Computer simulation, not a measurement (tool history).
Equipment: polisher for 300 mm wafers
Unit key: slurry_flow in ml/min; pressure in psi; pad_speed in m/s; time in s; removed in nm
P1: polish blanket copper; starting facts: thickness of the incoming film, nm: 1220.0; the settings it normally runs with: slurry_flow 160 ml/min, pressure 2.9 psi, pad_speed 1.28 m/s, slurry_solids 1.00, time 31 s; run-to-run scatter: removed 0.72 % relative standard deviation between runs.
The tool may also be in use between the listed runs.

| run | hour | slurry_flow | pressure | pad_speed | slurry_solids | time | wafers polished on this pad | hours since the slurry nozzle was cleaned | hours since the head pressure was calibrated | hours since the slurry blender was calibrated | removed |
|---|---|---|---|---|---|---|---|---|---|---|---|
| 1 | 7.2 | 160 | 2.9 | 1.28 | 1.00 | 31 | 616 | 330.3 | 67.1 | 189.4 | 101.300 |
| 2 | 14.1 | 160 | 2.9 | 1.28 | 1.00 | 15 | 729 | 337.2 | 74.0 | 196.3 | 48.093 |
| 3 | 20.0 | 160 | 2.9 | 1.28 | 1.45 | 31 | 825 | 343.1 | 79.9 | 202.2 | 109.190 |
| 4 | 26.2 | 250 | 2.9 | 1.28 | 1.00 | 31 | 926 | 349.3 | 86.1 | 208.4 | 106.380 |
| 5 | 30.5 | 160 | 2.9 | 0.90 | 1.00 | 31 | 996 | 353.6 | 90.4 | 212.7 | 72.058 |
|  | 38.4 | slurry blender recalibrated |
| 6 | 38.7 | 160 | 2.9 | 2.00 | 1.00 | 31 | 1129 | 361.8 | 98.6 | 0.3 | 156.190 |
| 7 | 46.3 | 160 | 2.9 | 1.28 | 1.00 | 49 | 1253 | 369.4 | 106.2 | 7.9 | 158.600 |
| 8 | 52.7 | 160 | 2.9 | 1.28 | 1.00 | 31 | 1357 | 375.8 | 112.6 | 14.3 | 100.860 |
| 9 | 61.0 | 160 | 2.9 | 1.28 | 1.00 | 31 | 1493 | 384.1 | 120.9 | 22.6 | 100.920 |
| 10 | 67.0 | 110 | 2.9 | 1.28 | 1.00 | 31 | 1590 | 390.1 | 126.9 | 28.6 | 92.403 |
| 11 | 74.2 | 160 | 2.9 | 1.28 | 1.00 | 31 | 1708 | 397.3 | 134.1 | 35.8 | 99.926 |
| 12 | 79.0 | 160 | 1.6 | 1.28 | 1.00 | 31 | 1786 | 402.1 | 138.9 | 40.6 | 54.588 |
| 13 | 84.9 | 160 | 2.9 | 1.28 | 1.00 | 31 | 1882 | 408.0 | 144.8 | 46.5 | 99.721 |
| 14 | 89.2 | 160 | 2.9 | 1.66 | 0.80 | 31 | 1952 | 412.3 | 149.1 | 50.8 | 124.090 |
| 15 | 94.4 | 160 | 2.9 | 1.28 | 0.60 | 31 | 2037 | 417.5 | 154.3 | 56.0 | 90.252 |
| 16 | 99.8 | 160 | 2.9 | 1.28 | 1.00 | 31 | 2125 | 422.9 | 159.7 | 61.4 | 100.740 |
| 17 | 105.4 | 160 | 2.9 | 1.28 | 1.00 | 31 | 2216 | 428.5 | 165.3 | 67.0 | 100.150 |

Run 18 is up next; what results do you expect?
| 18 | 113.6 | 160 | 4.5 | 1.28 | 1.00 | 31 | 2349 | 436.7 | 173.5 | 75.2 | ? |

{"run 18": {"removed": 157.05}}
